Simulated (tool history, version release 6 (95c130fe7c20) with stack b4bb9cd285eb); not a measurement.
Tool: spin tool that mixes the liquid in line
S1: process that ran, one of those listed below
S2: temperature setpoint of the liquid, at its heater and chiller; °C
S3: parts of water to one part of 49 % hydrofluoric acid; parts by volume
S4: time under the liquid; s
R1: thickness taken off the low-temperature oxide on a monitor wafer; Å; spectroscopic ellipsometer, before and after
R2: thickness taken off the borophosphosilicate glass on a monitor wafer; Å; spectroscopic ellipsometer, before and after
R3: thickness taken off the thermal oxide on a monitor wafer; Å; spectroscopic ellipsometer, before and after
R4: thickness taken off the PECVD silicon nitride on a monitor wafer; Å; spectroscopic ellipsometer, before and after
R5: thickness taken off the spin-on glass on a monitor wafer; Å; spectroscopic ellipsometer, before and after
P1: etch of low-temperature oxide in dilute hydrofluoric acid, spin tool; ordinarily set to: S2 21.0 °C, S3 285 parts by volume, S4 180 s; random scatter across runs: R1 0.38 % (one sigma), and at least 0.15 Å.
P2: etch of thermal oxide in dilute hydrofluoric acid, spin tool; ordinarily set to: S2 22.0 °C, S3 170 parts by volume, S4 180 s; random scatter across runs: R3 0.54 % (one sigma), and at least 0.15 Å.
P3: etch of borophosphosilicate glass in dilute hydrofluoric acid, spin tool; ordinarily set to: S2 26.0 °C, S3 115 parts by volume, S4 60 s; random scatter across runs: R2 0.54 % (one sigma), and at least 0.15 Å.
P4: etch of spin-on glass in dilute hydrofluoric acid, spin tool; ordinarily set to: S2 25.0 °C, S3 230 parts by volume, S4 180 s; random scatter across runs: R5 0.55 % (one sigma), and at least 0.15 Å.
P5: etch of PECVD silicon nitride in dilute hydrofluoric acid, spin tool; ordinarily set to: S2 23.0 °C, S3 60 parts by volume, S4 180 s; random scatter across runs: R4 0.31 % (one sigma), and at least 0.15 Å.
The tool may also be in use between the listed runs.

{"run": 1, "hour": 3.9, "S1": "P1", "S2": 21.0, "S3": 285, "S4": 180, "R1": 79.067}
{"run": 2, "hour": 9.8, "S1": "P3", "S2": 19.5, "S3": 115, "S4": 60, "R2": 147.63}
{"run": 3, "hour": 16.1, "S1": "P1", "S2": 21.0, "S3": 285, "S4": 180, "R1": 79.777}
{"run": 4, "hour": 23.1, "S1": "P2", "S2": 22.0, "S3": 170, "S4": 285, "R3": 67.804}
{"run": 5, "hour": 30.1, "S1": "P5", "S2": 23.0, "S3": 60, "S4": 350, "R4": 176.98}
{"run": 6, "hour": 37.3, "S1": "P1", "S2": 17.0, "S3": 70, "S4": 180, "R1": 341.71}
{"run": 7, "hour": 43.0, "S1": "P1", "S2": 21.0, "S3": 285, "S4": 180, "R1": 79.587}
{"run": 8, "hour": 49.3, "S1": "P1", "S2": 17.5, "S3": 285, "S4": 260, "R1": 100.63}
{"run": 9, "hour": 54.1, "S1": "P1", "S2": 17.0, "S3": 285, "S4": 180, "R1": 68.319}
{"run": 10, "hour": 59.0, "S1": "P1", "S2": 21.0, "S3": 285, "S4": 180, "R1": 79.862}
{"run": 11, "hour": 64.1, "S1": "P1", "S2": 21.0, "S3": 285, "S4": 335, "R1": 148.95}
{"run": 12, "hour": 67.5, "S1": "P2", "S2": 22.0, "S3": 265, "S4": 180, "R3": 25.37}
{"run": 13, "hour": 72.4, "S1": "P3", "S2": 26.0, "S3": 70, "S4": 60, "R2": 333.92}
{"run": 14, "hour": 77.4, "S1": "P4", "S2": 25.0, "S3": 230, "S4": 85, "R5": 134.56}
{"run": 15, "hour": 82.5, "S1": "P1", "S2": 21.0, "S3": 470, "S4": 180, "R1": 41.145}
{"run": 16, "hour": 85.7, "S1": "P4", "S2": 25.0, "S3": 230, "S4": 180, "R5": 285.75}
{"run": 17, "hour": 90.2, "S1": "P3", "S2": 26.0, "S3": 115, "S4": 60, "R2": 192.12}
{"run": 18, "hour": 97.4, "S1": "P5", "S2": 23.0, "S3": 60, "S4": 180, "R4": 91.104}
{"run": 19, "hour": 103.4, "S1": "P1", "S2": 24.5, "S3": 285, "S4": 100, "R1": 49.974}
{"run": 20, "hour": 108.3, "S1": "P4", "S2": 25.0, "S3": 395, "S4": 180, "R5": 142.0}
{"run": 21, "hour": 113.9, "S1": "P5", "S2": 17.0, "S3": 60, "S4": 180, "R4": 60.214}
{"run": 22, "hour": 119.3, "S1": "P2", "S2": 22.0, "S3": 170, "S4": 180, "R3": 42.678}
{"run": 23, "hour": 126.6, "S1": "P1", "S2": 21.0, "S3": 140, "S4": 180, "R1": 186.53}
{"run": 24, "hour": 130.7, "S1": "P2", "S2": 29.0, "S3": 170, "S4": 180, "R3": 56.297}
{"run": 25, "hour": 134.5, "S1": "P5", "S2": 23.0, "S3": 95, "S4": 180, "R4": 58.493}
{"run": 26, "hour": 141.0, "S1": "P4", "S2": 29.0, "S3": 230, "S4": 180, "R5": 328.6}
{"run": 27, "hour": 145.2, "S1": "P3", "S2": 26.0, "S3": 115, "S4": 15, "R2": 48.058}
{"run": 28, "hour": 152.2, "S1": "P1", "S2": 21.0, "S3": 285, "S4": 180, "R1": 79.999}
{"run": 29, "hour": 156.8, "S1": "P4", "S2": 25.0, "S3": 230, "S4": 180, "R5": 288.25}
{"run": 30, "hour": 161.1, "S1": "P2", "S2": 22.0, "S3": 170, "S4": 180, "R3": 43.196}
{"run": 31, "hour": 167.3, "S1": "P1", "S2": 21.0, "S3": 285, "S4": 180, "R1": 79.154}
{"run": 32, "hour": 170.7, "S1": "P1", "S2": 28.5, "S3": 285, "S4": 180, "R1": 103.53}
{"run": 33, "hour": 176.7, "S1": "P1", "S2": 21.0, "S3": 285, "S4": 60, "R1": 26.498}
{"run": 34, "hour": 181.1, "S1": "P1", "S2": 21.0, "S3": 285, "S4": 180, "R1": 79.63}
{"run": 35, "hour": 188.0, "S1": "P1", "S2": 21.0, "S3": 285, "S4": 180, "R1": 79.168}
{"run": 36, "hour": 195.2, "S1": "P1", "S2": 21.0, "S3": 285, "S4": 180, "R1": 81.945}
{"run": 37, "hour": 198.8, "S1": "P1", "S2": 21.0, "S3": 285, "S4": 180, "R1": 81.829}
{"run": 38, "hour": 202.8, "S1": "P1", "S2": 21.0, "S3": 285, "S4": 180, "R1": 82.364}
{"run": 39, "hour": 208.1, "S1": "P1", "S2": 21.0, "S3": 285, "S4": 180, "R1": 83.428}
{"run": 40, "hour": 214.2, "S1": "P1", "S2": 21.0, "S3": 285, "S4": 180, "R1": 83.615}
{"run": 41, "hour": 218.6, "S1": "P1", "S2": 21.0, "S3": 285, "S4": 180, "R1": 83.534}
{"run": 42, "hour": 225.7, "S1": "P1", "S2": 21.0, "S3": 285, "S4": 180, "R1": 84.043}
{"run": 43, "hour": 231.4, "S1": "P1", "S2": 21.0, "S3": 285, "S4": 180, "R1": 83.938}
{"run": 44, "hour": 235.3, "S1": "P1", "S2": 21.0, "S3": 285, "S4": 180, "R1": 83.891}

The output of P1 has drifted from where it used to be. Each of the 2 causes below, taken at the size shown beside it, accounts for the log equally well:
A: hydrofluoric acid flow above the setpoint (%) = 4.66
B: liquid hotter than its thermometer reads (K) = 1.6
The process output started creeping at around hour 188.0.

The check runs listed below each take one wafer, and their results are still question marks. Under which run would the listed causes lead to clearly different results?
{"run": "check 1", "hour": 239.2, "S1": "P3", "S2": 26.0, "S3": 115, "S4": 60, "R2": "?"}
{"run": "check 2", "hour": 239.2, "S1": "P5", "S2": 23.0, "S3": 60, "S4": 180, "R4": "?"}
{"run": "check 3", "hour": 239.2, "S1": "P4", "S2": 25.0, "S3": 230, "S4": 180, "R5": "?"}
{"run": "check 4", "hour": 239.2, "S1": "P2", "S2": 22.0, "S3": 170, "S4": 180, "R3": "?"}

Predicted outcomes, by check and by cause:
check=check_1 result=R2 if_A=200.560 if_B=202.380
check=check_2 result=R4 if_A=95.635 if_B=101.850
check=check_3 result=R5 if_A=301.82 if_B=301.91
check=check_4 result=R3 if_A=45.614 if_B=45.955
How far apart the two closest causes lie, in the result that separates them most: check 1 0.9 %; check 2 6.3 %; check 3 0.03 %; check 4 0.75 %
The causes can be told apart only by check 2. The other checks would give nearly the same results under each of them.

After running check 2, the following was obtained: R4 101.720 Å. Which cause does this point to?

B is the cause: liquid hotter than its thermometer reads (K).

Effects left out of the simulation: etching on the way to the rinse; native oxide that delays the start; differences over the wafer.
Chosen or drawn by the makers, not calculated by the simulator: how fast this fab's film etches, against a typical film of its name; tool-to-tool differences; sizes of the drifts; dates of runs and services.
